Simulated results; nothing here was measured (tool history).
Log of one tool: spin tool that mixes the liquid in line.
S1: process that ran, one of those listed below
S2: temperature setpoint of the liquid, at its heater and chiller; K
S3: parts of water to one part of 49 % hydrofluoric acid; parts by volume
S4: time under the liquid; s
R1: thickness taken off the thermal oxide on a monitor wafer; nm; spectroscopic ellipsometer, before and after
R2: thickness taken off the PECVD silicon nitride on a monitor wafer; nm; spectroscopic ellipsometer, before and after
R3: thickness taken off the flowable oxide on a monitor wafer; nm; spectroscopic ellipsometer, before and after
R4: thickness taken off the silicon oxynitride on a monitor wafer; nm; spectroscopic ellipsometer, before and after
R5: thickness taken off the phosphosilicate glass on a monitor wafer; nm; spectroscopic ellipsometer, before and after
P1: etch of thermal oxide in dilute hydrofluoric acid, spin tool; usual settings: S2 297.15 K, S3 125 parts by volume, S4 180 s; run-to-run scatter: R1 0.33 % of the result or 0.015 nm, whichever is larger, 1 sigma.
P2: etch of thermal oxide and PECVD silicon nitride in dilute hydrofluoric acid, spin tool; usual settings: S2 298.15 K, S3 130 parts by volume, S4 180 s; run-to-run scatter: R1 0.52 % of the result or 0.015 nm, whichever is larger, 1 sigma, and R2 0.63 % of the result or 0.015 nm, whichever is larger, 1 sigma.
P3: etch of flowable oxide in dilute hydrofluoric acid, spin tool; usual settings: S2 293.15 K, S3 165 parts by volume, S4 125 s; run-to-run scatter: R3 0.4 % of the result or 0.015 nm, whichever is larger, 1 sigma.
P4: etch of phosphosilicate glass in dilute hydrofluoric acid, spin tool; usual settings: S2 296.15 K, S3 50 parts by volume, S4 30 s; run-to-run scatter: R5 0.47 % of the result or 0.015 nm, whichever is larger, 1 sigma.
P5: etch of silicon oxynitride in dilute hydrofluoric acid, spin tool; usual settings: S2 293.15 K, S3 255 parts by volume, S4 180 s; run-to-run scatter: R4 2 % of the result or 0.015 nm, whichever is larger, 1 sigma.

run	day	S1	S2	S3	S4	R1	R2	R3	R4	R5
1	0.383	P1	297.15	125	180	6.39780				
2	0.862	P1	297.15	125	305	10.92600				
3	1.504	P1	297.15	200	180	3.67700				
4	2.038	P2	306.15	130	180	8.77210	7.3854			
# day 2.150: hydrofluoric acid flow meter replaced
5	2.421	P1	297.15	125	15	0.53802				
6	2.871	P3	293.15	165	125			31.239		
7	3.267	P1	297.15	125	180	6.41300				
8	3.671	P2	298.15	130	180	6.47950	4.4808			
9	4.204	P5	293.15	450	180				0.57240	
10	4.538	P2	298.15	225	180	3.38460	2.5885			
11	4.867	P4	296.15	50	15					37.656
12	5.408	P1	302.15	125	180	7.78930				
13	5.808	P5	300.65	255	180				1.49950	
14	6.250	P5	293.15	255	35				0.21039	
15	6.571	P2	298.15	130	320	11.62900	7.9563			
16	7.083	P3	290.15	165	125			27.644		
17	7.592	P3	293.15	285	125			16.201		
18	8.100	P2	298.15	130	180	6.52260	4.5054			
19	8.504	P3	293.15	165	220			55.255		
20	9.188	P1	297.15	125	180	6.42640				
21	9.604	P4	296.15	85	30					42.333
22	9.946	P1	290.15	70	180	9.17550				
23	10.375	P1	290.15	125	180	4.87910				
24	10.942	P1	297.15	125	180	6.38990				
25	11.308	P1	297.15	45	180	19.80100				
26	11.758	P1	297.15	125	180	6.43560				
27	12.438	P5	293.15	255	180				1.06920	
28	12.967	P4	296.15	50	30					75.418
29	13.438	P4	290.15	50	30					58.302
30	14.008	P1	297.15	125	180	6.41280				
31	14.454	P1	297.15	125	180	6.24040				
32	14.946	P1	297.15	125	180	6.08540				

Run 33 comes next. What will it give?
33	15.379	P1	297.15	125	180	?				

Run 33 gave R1 6.03470 nm.

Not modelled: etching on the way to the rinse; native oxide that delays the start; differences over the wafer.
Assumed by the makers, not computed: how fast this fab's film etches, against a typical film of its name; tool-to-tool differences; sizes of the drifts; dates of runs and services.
